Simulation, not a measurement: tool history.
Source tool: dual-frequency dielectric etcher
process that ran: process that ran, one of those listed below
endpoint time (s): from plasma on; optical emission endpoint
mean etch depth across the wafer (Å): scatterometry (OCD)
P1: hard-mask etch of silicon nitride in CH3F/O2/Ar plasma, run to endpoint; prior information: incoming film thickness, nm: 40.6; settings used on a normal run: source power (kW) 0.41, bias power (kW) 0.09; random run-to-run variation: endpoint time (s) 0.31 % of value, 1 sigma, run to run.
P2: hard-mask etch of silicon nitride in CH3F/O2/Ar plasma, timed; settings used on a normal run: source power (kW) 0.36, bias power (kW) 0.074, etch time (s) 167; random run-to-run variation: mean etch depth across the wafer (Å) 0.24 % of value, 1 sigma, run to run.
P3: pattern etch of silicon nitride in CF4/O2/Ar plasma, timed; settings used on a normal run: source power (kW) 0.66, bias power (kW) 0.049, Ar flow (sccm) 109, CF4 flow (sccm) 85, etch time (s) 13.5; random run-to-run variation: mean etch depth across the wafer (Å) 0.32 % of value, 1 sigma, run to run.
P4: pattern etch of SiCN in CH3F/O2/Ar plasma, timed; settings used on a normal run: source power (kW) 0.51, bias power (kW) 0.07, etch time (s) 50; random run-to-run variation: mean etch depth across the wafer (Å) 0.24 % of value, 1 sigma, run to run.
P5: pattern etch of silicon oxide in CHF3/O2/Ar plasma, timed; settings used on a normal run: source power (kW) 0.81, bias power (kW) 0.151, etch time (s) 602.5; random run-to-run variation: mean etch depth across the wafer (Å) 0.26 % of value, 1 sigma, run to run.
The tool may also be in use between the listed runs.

run   hour  process that ran  source power (kW)  bias power (kW)  etch time (s)  Ar flow (sccm)  CF4 flow (sccm)  hours since the last wet clean  hours since the last source power generator calibration  hours since the last bias power generator calibration  endpoint time (s)  mean etch depth across the wafer (Å)
  1    9.5                P1               0.41             0.09                                                                           222.7                                                   2819.6                                                 1847.2             54.582
  2   15.8                P1                0.3             0.09                                                                             229                                                   2825.9                                                 1853.5             61.107
  3   22.2                P1               0.41             0.09                                                                           235.4                                                   2832.3                                                 1859.9             54.355
  4   29.7                P1               0.41             0.09                                                                           242.9                                                   2839.8                                                 1867.4             54.089
  5   37.3                P5               0.81            0.151          602.5                                                            250.5                                                   2847.4                                                   1875                                                    12774
  6   43.1                P1               0.41            0.116                                                                           256.3                                                   2853.2                                                 1880.8             49.463
  7   47.5                P4               0.51             0.07           74.5                                                            260.7                                                   2857.6                                                 1885.2                                                   305.89
  8   54.3                P3               0.66            0.049           13.5              65               85                           267.5                                                   2864.4                                                   1892                                                   335.22
  9   58.8                P5               0.81            0.151            398                                                              272                                                   2868.9                                                 1896.5                                                   8364.4
 10     68                P5               0.98            0.151          602.5                                                            281.2                                                   2878.1                                                 1905.7                                                    13673
 11   76.1                P3               0.66            0.049            8.5             109               85                           289.3                                                   2886.2                                                 1913.8                                                   198.05
 12   82.4                P3               0.66            0.049           13.5             109               85                           295.6                                                   2892.5                                                 1920.1                                                   313.39
 13   87.2                P4               0.51            0.096             50                                                            300.4                                                   2897.3                                                 1924.9                                                   229.44
      93.7  -- source power generator calibrated
 14   93.8                P1               0.41            0.072                                                                             307                                                      0.1                                                 1931.5             58.764
 15   98.8                P5               0.81            0.151          602.5                                                              312                                                      5.1                                                 1936.5                                                    12679
 16  105.2                P1               0.41             0.09                                                                           318.4                                                     11.5                                                 1942.9               54.3
 17  114.2                P4               0.51             0.07             50                                                            327.4                                                     20.5                                                 1951.9                                                   205.57
 18  123.3                P2               0.36            0.046            167                                                            336.5                                                     29.6                                                   1961                                                   1007.2
 19  130.1                P1               0.41             0.09                                                                           343.3                                                     36.4                                                 1967.8               54.4
 20  139.2                P1               0.55             0.06                                                                           352.4                                                     45.5                                                 1976.9             55.822
 21    147                P2               0.36            0.074            167                                                            360.2                                                     53.3                                                 1984.7                                                   1173.4
 22  152.5                P4               0.51             0.07             50                                                            365.7                                                     58.8                                                 1990.2                                                   205.37
 23  161.3                P3               0.66            0.049           13.5             109              118                           374.5                                                     67.6                                                   1999                                                   328.01
 24  167.9                P2               0.36            0.074           92.5                                                            381.1                                                     74.2                                                 2005.6                                                   648.12
 25  172.5                P3               0.66            0.035           13.5             109               85                           385.7                                                     78.8                                                 2010.2                                                   276.82
 26  181.5                P5               0.81            0.117          602.5                                                            394.7                                                     87.8                                                 2019.2                                                    11716
 27  189.8                P2               0.21            0.074            167                                                              403                                                     96.1                                                 2027.5                                                   957.96
 28  199.3                P1               0.49             0.09                                                                           412.5                                                    105.6                                                   2037             50.963
 29  208.7                P3               0.42            0.049           13.5             109               85                           421.9                                                      115                                                 2046.4                                                   211.27
 30  214.9                P4               0.68             0.07             50                                                            428.1                                                    121.2                                                 2052.6                                                   229.34
 31  221.3                P1               0.41             0.09                                                                           434.5                                                    127.6                                                   2059             54.183
 32  230.7                P1               0.41             0.09                                                                           443.9                                                      137                                                 2068.4             53.952
 33  235.9                P1               0.41             0.09                                                                           449.1                                                    142.2                                                 2073.6             53.444
 34  243.7                P1               0.41             0.09                                                                           456.9                                                      150                                                 2081.4             53.516
 35  249.6                P1               0.41             0.09                                                                           462.8                                                    155.9                                                 2087.3             53.658
 36  254.6                P1               0.41             0.09                                                                           467.8                                                    160.9                                                 2092.3              53.21
 37  263.4                P1               0.41             0.09                                                                           476.6                                                    169.7                                                 2101.1             53.651
     264.8  -- wet clean of the chamber
 38  268.9                P1               0.41             0.09                                                                             4.1                                                    175.2                                                 2106.6             53.361
 39    274                P1               0.41             0.09                                                                             9.2                                                    180.3                                                 2111.7             53.636
 40  281.1                P1               0.41             0.09                                                                            16.3                                                    187.4                                                 2118.8             53.674

Compared with where it was, what P1 gives has crept away. Each cause listed below fits the log as well as the rest, at the size given for it:
A: bias power that arrives over what is set, % = 4.63
B: source power that arrives over what is set, % = 4.45
The process output started creeping at around hour 221.3.
The rest of the possible causes, and what rules out each one:
chamber walls in a state that raises the etch rate, %: serviced at hour 264.8, after the change had begun; the process did not return to its earlier output

The list below offers 4 check runs, each averaging the results of 2 wafers, and shows each result as a question mark. For which of them would the listed causes give clearly different results?
check 1  288.2                P2               0.36            0.074            167                                                                                                                                                                                                                                         ?
check 2  288.2                P3               0.66            0.049           13.5             109               85                                                                                                                                                                                                        ?
check 3  288.2                P4               0.51             0.07             50                                                                                                                                                                                                                                         ?
check 4  288.2                P5               0.81            0.151          602.5                                                                                                                                                                                                                                         ?

Check results expected under each cause:
  check                                result    if A    if B
check 1  mean etch depth across the wafer (Å)  1191.1  1191.8
check 2  mean etch depth across the wafer (Å)  318.91  325.59
check 3  mean etch depth across the wafer (Å)  208.43   208.6
check 4  mean etch depth across the wafer (Å)   12884   12917
Minimum pairwise separation of causes per check, each pair taken at its best-separating result: check 1 0.06 %; check 2 2.07 %; check 3 0.08 %; check 4 0.26 %
Of the check runs offered, only check 2 discriminates between the causes; the rest would read about the same regardless of which cause applies.

After running check 2, the following was obtained: mean etch depth across the wafer (Å) 319.21. Which cause does this point to?

Of the candidate causes, it is A: bias power that arrives over what is set, %.
